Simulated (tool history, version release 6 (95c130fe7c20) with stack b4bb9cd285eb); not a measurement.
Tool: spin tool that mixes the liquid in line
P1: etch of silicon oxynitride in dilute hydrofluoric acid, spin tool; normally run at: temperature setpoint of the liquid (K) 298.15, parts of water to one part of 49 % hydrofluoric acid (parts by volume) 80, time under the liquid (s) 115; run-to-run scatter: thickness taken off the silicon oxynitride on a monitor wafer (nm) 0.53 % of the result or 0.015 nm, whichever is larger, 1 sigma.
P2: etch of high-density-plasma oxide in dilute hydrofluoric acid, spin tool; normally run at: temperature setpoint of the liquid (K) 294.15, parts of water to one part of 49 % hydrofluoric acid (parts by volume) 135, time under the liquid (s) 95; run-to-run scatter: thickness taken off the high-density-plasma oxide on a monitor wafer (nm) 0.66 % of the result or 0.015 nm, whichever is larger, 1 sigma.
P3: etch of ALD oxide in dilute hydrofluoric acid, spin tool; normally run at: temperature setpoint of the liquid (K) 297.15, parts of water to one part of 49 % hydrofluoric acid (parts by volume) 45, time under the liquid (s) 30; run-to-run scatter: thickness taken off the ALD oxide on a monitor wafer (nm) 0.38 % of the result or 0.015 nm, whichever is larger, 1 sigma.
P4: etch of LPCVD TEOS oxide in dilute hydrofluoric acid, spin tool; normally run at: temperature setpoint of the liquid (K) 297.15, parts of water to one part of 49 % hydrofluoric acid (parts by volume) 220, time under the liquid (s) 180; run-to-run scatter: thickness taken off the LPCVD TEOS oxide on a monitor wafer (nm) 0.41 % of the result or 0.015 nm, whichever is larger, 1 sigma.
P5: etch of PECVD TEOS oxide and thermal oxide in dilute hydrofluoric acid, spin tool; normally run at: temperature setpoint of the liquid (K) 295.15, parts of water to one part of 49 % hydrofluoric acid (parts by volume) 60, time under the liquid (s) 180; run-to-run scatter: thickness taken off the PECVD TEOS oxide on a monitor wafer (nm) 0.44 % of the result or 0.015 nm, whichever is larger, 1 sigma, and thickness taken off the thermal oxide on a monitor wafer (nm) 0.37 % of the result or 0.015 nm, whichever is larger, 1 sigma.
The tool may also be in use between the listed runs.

run   hour  process that ran  temperature setpoint of the liquid (K)  parts of water to one part of 49 % hydrofluoric acid (parts by volume)  time under the liquid (s)  hours since the thermometer was replaced  hours since the hydrofluoric acid flow meter was replaced  thickness taken off the silicon oxynitride on a monitor wafer (nm)  thickness taken off the LPCVD TEOS oxide on a monitor wafer (nm)  thickness taken off the PECVD TEOS oxide on a monitor wafer (nm)  thickness taken off the thermal oxide on a monitor wafer (nm)  thickness taken off the high-density-plasma oxide on a monitor wafer (nm)  thickness taken off the ALD oxide on a monitor wafer (nm)
  1   14.9                P1                                  298.15                                                                      80                        115                                     847.5                                                       94.5                                                              4.2163
  2   25.1                P1                                  290.65                                                                      40                        115                                     857.7                                                      104.7                                                              5.9593
  3   37.9                P4                                  304.65                                                                     220                        180                                     870.5                                                      117.5                                                                                                                                36.305
  4   47.8                P5                                  290.15                                                                      60                        180                                     880.4                                                      127.4                                                                                                                                                                                                  30.578                                                         10.729
  5   57.9                P1                                  298.15                                                                      80                        115                                     890.5                                                      137.5                                                              4.1791
  6   74.9                P5                                  295.15                                                                      60                        285                                     907.5                                                      154.5                                                                                                                                                                                                  59.747                                                         21.076
  7   86.3                P1                                  298.15                                                                      80                        115                                     918.9                                                      165.9                                                              4.2351
  8  101.3                P2                                  294.15                                                                     135                        155                                     933.9                                                      180.9                                                                                                                                                                                                                                                                                                                                            6.6636
  9  118.6                P4                                  297.15                                                                     220                        345                                     951.2                                                      198.2                                                                                                                                53.566
 10  127.2                P1                                  298.15                                                                     125                        115                                     959.8                                                      206.8                                                              2.5833
 11  142.4                P3                                  297.15                                                                      45                         30                                       975                                                        222                                                                                                                                                                                                                                                                                                                                                                                                       20.499
 12  155.9                P5                                  295.15                                                                      60                        180                                     988.5                                                      235.5                                                                                                                                                                                                  37.967                                                         13.321
 13  164.4                P2                                  290.15                                                                     135                         95                                       997                                                        244                                                                                                                                                                                                                                                                                                                                            3.4998
 14  177.3                P1                                  298.15                                                                      80                        115                                    1009.9                                                      256.9                                                              4.2136
 15    191                P1                                  298.15                                                                      80                        205                                    1023.6                                                      270.6                                                              7.4684
 16  199.3                P1                                  298.15                                                                      80                        115                                    1031.9                                                      278.9                                                              4.2052
 17  216.6                P1                                  298.15                                                                      80                        115                                    1049.2                                                      296.2                                                               4.187
 18  226.1                P4                                  297.15                                                                     375                        180                                    1058.7                                                      305.7                                                                                                                                14.088
 19  237.7                P2                                  294.15                                                                     135                         95                                    1070.3                                                      317.3                                                                                                                                                                                                                                                                                                                                            4.1638
 20  251.9                P3                                  297.15                                                                      20                         30                                    1084.5                                                      331.5                                                                                                                                                                                                                                                                                                                                                                                                       47.239
 21  264.3                P3                                  297.15                                                                      45                         15                                    1096.9                                                      343.9                                                                                                                                                                                                                                                                                                                                                                                                       10.181
 22  272.1                P5                                  295.15                                                                      20                        180                                    1104.7                                                      351.7                                                                                                                                                                                                  119.09                                                          42.06
 23  286.5                P2                                  294.15                                                                      25                         95                                    1119.1                                                      366.1                                                                                                                                                                                                                                                                                                                                            25.119
 24  301.5                P1                                  298.15                                                                      40                        115                                    1134.1                                                      381.1                                                               8.767
 25    318                P1                                  298.15                                                                      80                         35                                    1150.6                                                      397.6                                                              1.3084
 26  332.6                P1                                  305.65                                                                      80                         65                                    1165.2                                                      412.2                                                              3.3327
 27  346.1                P4                                  297.15                                                                     220                        180                                    1178.7                                                      425.7                                                                                                                                27.854
 28  363.5                P1                                  301.65                                                                      80                        115                                    1196.1                                                      443.1                                                              4.9695
 29  375.4                P3                                  291.65                                                                      45                         30                                      1208                                                        455                                                                                                                                                                                                                                                                                                                                                                                                       16.076

Forecast run 30:
 30   393                P5                                  295.15                                                                      60                        180                                    1225.6                                                      472.6                                                                                                                                                                                                       ?                                                              ?

thickness taken off the PECVD TEOS oxide on a monitor wafer (nm): 37.722
thickness taken off the thermal oxide on a monitor wafer (nm): 13.404
